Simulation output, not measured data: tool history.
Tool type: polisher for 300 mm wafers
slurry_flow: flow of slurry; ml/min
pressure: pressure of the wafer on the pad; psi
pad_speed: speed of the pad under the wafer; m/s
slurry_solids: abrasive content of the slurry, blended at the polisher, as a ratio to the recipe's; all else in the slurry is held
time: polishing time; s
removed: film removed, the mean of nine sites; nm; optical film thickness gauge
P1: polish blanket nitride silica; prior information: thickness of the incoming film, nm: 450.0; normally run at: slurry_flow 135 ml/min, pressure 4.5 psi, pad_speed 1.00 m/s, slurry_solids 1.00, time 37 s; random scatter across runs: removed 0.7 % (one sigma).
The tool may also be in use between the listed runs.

run   hour  slurry_flow  pressure  pad_speed  slurry_solids  time  wafers polished on this pad  hours since the slurry nozzle was cleaned  hours since the head pressure was calibrated  hours since the slurry blender was calibrated  hours since the conditioning disc was replaced  removed
  1   10.4          135       4.5       1.00           1.00    37                          595                                      353.8                                         176.7                                          238.4                                            89.2   26.891
  2   24.6          135       4.5       1.00           1.00    26                          792                                      368.0                                         190.9                                          252.6                                           103.4   18.885
  3   38.8          135       4.5       0.44           1.00    37                          989                                      382.2                                         205.1                                          266.8                                           117.6   14.004
  4   51.3          135       4.5       1.00           1.00    37                         1163                                      394.7                                         217.6                                          279.3                                           130.1   26.738
  5   68.9          135       4.5       0.76           1.00    50                         1407                                      412.3                                         235.2                                          296.9                                           147.7   29.203
  6   77.7          205       4.5       1.00           1.00    37                         1529                                      421.1                                         244.0                                          305.7                                           156.5   28.593
  7   89.6          135       6.8       1.00           1.00    37                         1694                                      433.0                                         255.9                                          317.6                                           168.4   40.896
  8   97.8          135       4.5       1.00           0.70    37                         1808                                      441.2                                         264.1                                          325.8                                           176.6   22.640
  9  109.0          135       4.5       1.00           1.00    37                         1964                                      452.4                                         275.3                                          337.0                                           187.8   26.722
 10  125.1          135       4.5       1.54           1.00    37                         2187                                      468.5                                         291.4                                          353.1                                           203.9   37.892
 11  133.0          135       2.8       1.00           1.00    37                         2297                                      476.4                                         299.3                                          361.0                                           211.8   16.659
     146.3  -- head pressure recalibrated
 12  148.8          135       4.5       1.00           1.00    37                         2516                                      492.2                                           2.5                                          376.8                                           227.6   26.736
 13  160.8          135       4.5       1.00           1.35    37                         2682                                      504.2                                          14.5                                          388.8                                           239.6   30.569
 14  173.6           80       4.5       1.00           1.00    37                         2860                                      517.0                                          27.3                                          401.6                                           252.4   23.614
 15  188.2          135       4.5       1.00           1.00    54                         3063                                      531.6                                          41.9                                          416.2                                           267.0   39.127
 16  204.6          135       4.5       1.00           1.00    37                         3290                                      548.0                                          58.3                                          432.6                                           283.4   26.594
 17  215.9          135       4.5       1.00           1.00    37                         3447                                      559.3                                          69.6                                          443.9                                           294.7   26.681
 18  227.1          135       4.5       1.00           1.00    37                         3603                                      570.5                                          80.8                                          455.1                                           305.9   26.716
 19  234.9          135       4.5       1.00           1.00    37                         3711                                      578.3                                          88.6                                          462.9                                           313.7   26.572
 20  249.0          135       4.5       1.00           1.00    37                         3907                                      592.4                                         102.7                                          477.0                                           327.8   25.453
 21  264.0          135       4.5       1.00           1.00    37                         4115                                      607.4                                         117.7                                          492.0                                           342.8   24.869
 22  281.6          135       4.5       1.00           1.00    37                         4359                                      625.0                                         135.3                                          509.6                                           360.4   24.306
 23  291.7          135       4.5       1.00           1.00    37                         4499                                      635.1                                         145.4                                          519.7                                           370.5   24.080
     293.9  -- worn pad replaced by a new one
     294.9  -- slurry blender recalibrated
     297.8  -- conditioning disc replaced and pad reconditioned
 24  307.9          135       4.5       1.00           1.00    37                          194                                      651.3                                         161.6                                           13.0                                            10.2   24.279

Run 25 is up next; what results do you expect?
 25  325.8          135       4.5       1.00           1.00    37                          443                                      669.2                                         179.5                                           30.9                                            28.1        ?

removed: 23.822 nm
